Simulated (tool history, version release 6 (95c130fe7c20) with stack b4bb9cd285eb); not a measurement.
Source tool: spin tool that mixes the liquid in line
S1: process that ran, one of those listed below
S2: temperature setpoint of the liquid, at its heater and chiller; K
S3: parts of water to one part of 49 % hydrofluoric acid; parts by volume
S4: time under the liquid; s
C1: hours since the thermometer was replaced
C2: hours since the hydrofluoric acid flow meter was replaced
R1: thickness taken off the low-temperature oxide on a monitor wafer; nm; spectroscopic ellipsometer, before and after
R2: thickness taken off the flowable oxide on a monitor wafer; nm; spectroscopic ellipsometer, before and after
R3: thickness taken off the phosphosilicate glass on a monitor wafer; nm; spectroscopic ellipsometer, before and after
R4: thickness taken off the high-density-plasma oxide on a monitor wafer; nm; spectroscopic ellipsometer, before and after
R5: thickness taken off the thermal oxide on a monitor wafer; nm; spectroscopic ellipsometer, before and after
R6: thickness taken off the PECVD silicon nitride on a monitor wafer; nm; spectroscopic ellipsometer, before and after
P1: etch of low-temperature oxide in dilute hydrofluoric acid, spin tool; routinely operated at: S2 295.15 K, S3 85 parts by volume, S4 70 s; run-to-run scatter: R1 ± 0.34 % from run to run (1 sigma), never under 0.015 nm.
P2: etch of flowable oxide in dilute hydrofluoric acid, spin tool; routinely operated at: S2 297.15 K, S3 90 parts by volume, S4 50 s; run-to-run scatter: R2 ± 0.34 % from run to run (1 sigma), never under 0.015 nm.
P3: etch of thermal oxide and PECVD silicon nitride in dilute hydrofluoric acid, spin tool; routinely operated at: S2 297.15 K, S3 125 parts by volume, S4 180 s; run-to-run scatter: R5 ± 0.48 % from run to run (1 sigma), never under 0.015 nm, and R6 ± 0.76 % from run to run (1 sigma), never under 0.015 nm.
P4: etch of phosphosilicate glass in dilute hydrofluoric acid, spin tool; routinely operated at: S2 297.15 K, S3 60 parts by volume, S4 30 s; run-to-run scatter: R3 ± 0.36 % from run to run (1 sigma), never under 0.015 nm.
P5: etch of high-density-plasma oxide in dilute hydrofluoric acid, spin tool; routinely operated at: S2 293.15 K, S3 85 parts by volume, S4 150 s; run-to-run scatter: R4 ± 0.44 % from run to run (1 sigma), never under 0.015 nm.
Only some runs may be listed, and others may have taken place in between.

| run | hour | S1 | S2 | S3 | S4 | C1 | C2 | R1 | R2 | R3 | R4 | R5 | R6 |
|---|---|---|---|---|---|---|---|---|---|---|---|---|---|
| 1 | 10.4 | P1 | 295.15 | 85 | 70 | 405.7 | 673.5 | 16.941 |  |  |  |  |  |
| 2 | 19.7 | P2 | 297.15 | 90 | 50 | 415 | 682.8 |  | 11.421 |  |  |  |  |
| 3 | 27.9 | P4 | 297.15 | 60 | 30 | 423.2 | 691 |  |  | 83.304 |  |  |  |
| 4 | 36.4 | P5 | 293.15 | 85 | 150 | 431.7 | 699.5 |  |  |  | 7.9637 |  |  |
| 5 | 43 | P3 | 297.15 | 125 | 65 | 438.3 | 706.1 |  |  |  |  | 2.3982 | 1.1594 |
| 6 | 51 | P1 | 295.15 | 85 | 30 | 446.3 | 714.1 | 7.2563 |  |  |  |  |  |
| 7 | 57.6 | P4 | 297.15 | 80 | 30 | 452.9 | 720.7 |  |  | 60.801 |  |  |  |
| 8 | 66.8 | P1 | 295.15 | 115 | 70 | 462.1 | 729.9 | 12.009 |  |  |  |  |  |
| 9 | 72.8 | P1 | 299.65 | 45 | 70 | 468.1 | 735.9 | 40.505 |  |  |  |  |  |
| 10 | 77.7 | P3 | 297.15 | 125 | 180 | 473 | 740.8 |  |  |  |  | 6.5512 | 3.1512 |
| 11 | 86.6 | P1 | 295.15 | 85 | 70 | 481.9 | 749.7 | 16.887 |  |  |  |  |  |
| 12 | 93.4 | P5 | 293.15 | 85 | 150 | 488.7 | 756.5 |  |  |  | 7.9511 |  |  |
| 13 | 101.9 | P5 | 297.15 | 85 | 150 | 497.2 | 765 |  |  |  | 9.2339 |  |  |
| 14 | 109.3 | P3 | 297.15 | 220 | 180 | 504.6 | 772.4 |  |  |  |  | 3.2859 | 1.8101 |
| 15 | 116.3 | P1 | 295.15 | 25 | 15 | 511.6 | 779.4 | 13.322 |  |  |  |  |  |
| 16 | 123.4 | P2 | 297.15 | 90 | 50 | 518.7 | 786.5 |  | 11.411 |  |  |  |  |
| 17 | 133.2 | P1 | 295.15 | 85 | 70 | 528.5 | 796.3 | 16.897 |  |  |  |  |  |
| 18 | 138.2 | P5 | 293.15 | 85 | 15 | 533.5 | 801.3 |  |  |  | 0.79135 |  |  |
| 19 | 145.2 | P1 | 295.15 | 85 | 115 | 540.5 | 808.3 | 27.874 |  |  |  |  |  |
| 20 | 152.4 | P1 | 302.65 | 35 | 70 | 547.7 | 815.5 | 59.937 |  |  |  |  |  |
| 21 | 160 | P2 | 297.15 | 135 | 50 | 555.3 | 823.1 |  | 7.1808 |  |  |  |  |
| 22 | 171 | P4 | 297.15 | 60 | 30 | 566.3 | 834.1 |  |  | 83.082 |  |  |  |
| 23 | 176.1 | P1 | 290.15 | 85 | 70 | 571.4 | 839.2 | 13.74 |  |  |  |  |  |
| 24 | 185 | P1 | 295.15 | 85 | 70 | 580.3 | 848.1 | 17.01 |  |  |  |  |  |
| 25 | 190.7 | P1 | 301.65 | 85 | 70 | 586 | 853.8 | 21.999 |  |  |  |  |  |
| 26 | 200.9 | P1 | 295.15 | 85 | 70 | 596.2 | 864 | 16.918 |  |  |  |  |  |
| 27 | 211 | P2 | 292.65 | 90 | 50 | 606.3 | 874.1 |  | 9.5052 |  |  |  |  |
| 28 | 220.7 | P3 | 304.65 | 125 | 180 | 616 | 883.8 |  |  |  |  | 8.7006 | 5.0126 |
| 29 | 228.6 | P1 | 295.15 | 20 | 70 | 623.9 | 891.7 | 78.307 |  |  |  |  |  |
| 30 | 235 | P4 | 297.15 | 60 | 60 | 630.3 | 898.1 |  |  | 166.29 |  |  |  |
| 31 | 243.6 | P2 | 297.15 | 90 | 75 | 638.9 | 906.7 |  | 16.999 |  |  |  |  |
| 32 | 249.1 | P3 | 297.15 | 125 | 180 | 644.4 | 912.2 |  |  |  |  | 6.5978 | 3.143 |
| 33 | 256.8 | P1 | 295.15 | 85 | 70 | 652.1 | 919.9 | 16.828 |  |  |  |  |  |
| 34 | 266.3 | P1 | 295.15 | 85 | 70 | 661.6 | 929.4 | 16.928 |  |  |  |  |  |
| 35 | 274.8 | P4 | 304.15 | 60 | 30 | 670.1 | 937.9 |  |  | 110.39 |  |  |  |
| 36 | 280.4 | P5 | 293.15 | 40 | 150 | 675.7 | 943.5 |  |  |  | 17.748 |  |  |
| 37 | 286.8 | P1 | 295.15 | 85 | 70 | 682.1 | 949.9 | 16.901 |  |  |  |  |  |
| 38 | 294.2 | P1 | 295.15 | 85 | 70 | 689.5 | 957.3 | 17.536 |  |  |  |  |  |
| 39 | 303.9 | P1 | 295.15 | 85 | 70 | 699.2 | 967 | 17.874 |  |  |  |  |  |
| 40 | 311.9 | P1 | 295.15 | 85 | 70 | 707.2 | 975 | 18.214 |  |  |  |  |  |
| 41 | 317.9 | P1 | 295.15 | 85 | 70 | 713.2 | 981 | 18.325 |  |  |  |  |  |

Estimate the outcome of run 42 from the log above:
| 42 | 326.5 | P1 | 295.15 | 85 | 70 | 721.8 | 989.6 | ? |  |  |  |  |  |

Run 42 yielded R1 18.436 nm.
